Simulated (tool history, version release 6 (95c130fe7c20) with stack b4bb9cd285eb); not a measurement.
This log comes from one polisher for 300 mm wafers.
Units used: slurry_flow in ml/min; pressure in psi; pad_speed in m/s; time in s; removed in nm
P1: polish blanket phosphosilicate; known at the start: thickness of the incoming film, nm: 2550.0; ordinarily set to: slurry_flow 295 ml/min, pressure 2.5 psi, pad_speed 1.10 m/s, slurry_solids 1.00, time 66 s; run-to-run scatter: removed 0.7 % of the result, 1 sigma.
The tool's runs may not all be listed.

run,hour,slurry_flow,pressure,pad_speed,slurry_solids,time,removed
1,4.7,295,2.5,1.10,1.00,66,388.26
2,9.2,295,2.5,1.10,1.00,32,188.63
3,12.7,295,1.1,1.10,1.00,66,173.40
4,15.1,295,2.5,1.10,1.00,66,393.22
# hour 18.1: slurry nozzle cleaned
5,18.1,420,2.5,1.10,1.30,66,447.29
6,21.4,295,2.5,1.10,1.35,66,443.91
7,26.1,295,2.5,1.10,1.00,66,390.58
8,30.4,295,2.5,1.10,0.60,66,298.26
9,33.8,175,2.5,1.10,1.00,66,365.92
10,37.6,295,2.5,1.10,1.00,66,393.39
11,41.1,295,2.5,0.60,1.00,66,240.60
12,44.9,295,3.6,1.10,1.00,66,554.99
13,47.8,430,2.5,1.54,1.00,66,520.92
14,52.1,465,2.5,1.10,1.00,66,403.59
15,55.6,295,2.5,1.52,1.00,66,506.30
16,58.6,295,2.5,1.10,1.00,66,382.89
17,62.5,295,2.5,1.10,1.00,83,488.95
18,67.1,295,2.5,1.10,1.00,66,387.08
19,69.6,295,2.5,1.10,1.00,66,378.19
20,72.6,295,2.5,1.10,1.00,66,370.76
21,75.3,295,2.5,1.10,1.00,66,363.30
22,78.3,295,2.5,1.10,1.00,66,362.87
# hour 80.2: head pressure recalibrated
23,82.1,295,2.5,1.10,1.00,66,357.91
# hour 83.0: conditioning disc replaced and pad reconditioned
# hour 83.1: slurry nozzle cleaned
24,84.8,295,2.5,1.10,1.00,66,356.58
25,87.8,295,2.5,1.10,1.00,66,355.73
26,90.3,295,2.5,1.10,1.00,66,354.54
27,92.8,295,2.5,1.10,1.00,66,355.08
28,96.6,295,2.5,1.10,1.00,66,349.51

P1 no longer gives what it gave before; its output has crept away from where it was. The following 2 causes, each at its listed size, fit the log equally well:
A: abrasive missing from the slurry, % = 18.3
B: removal rate lost through wear of the pad, % = 9.27
The drift started at roughly hour 67.1.
Excluded causes, each with its reason:
slurry flow missing at the pad, %: serviced at hour 83.1, which brought nothing back
head's pressure below its setpoint, %: serviced at hour 80.2, which brought nothing back
time polished since the conditioner stopped cutting, s: serviced at hour 83.0, which brought nothing back

The list below offers 4 check runs, each averaging the results of 5 wafers, and shows each result as a question mark. For which of them would the listed causes give clearly different results?
check 1,100.4,175,2.5,1.10,1.00,66,?
check 2,100.4,405,2.5,1.10,0.60,66,?
check 3,100.4,390,2.5,1.10,1.00,33,?
check 4,100.4,295,2.5,0.62,1.00,66,?

Check results expected under each cause:
check,result,if A,if B
check 1,removed,332.99,332.88
check 2,removed,271.45,278.36
check 3,removed,180.95,180.89
check 4,removed,223.76,223.69
Per-check spread between the two closest causes, in the result where they differ most: check 1 0.03 %; check 2 2.51 %; check 3 0.03 %; check 4 0.03 %
Check 2 distinguishes between the causes, while the remaining checks would return nearly the same result for all of them.

Here is what check 2 returned: removed 278.62 nm. Which cause is it?

Of the candidate causes, it is B: removal rate lost through wear of the pad, %.
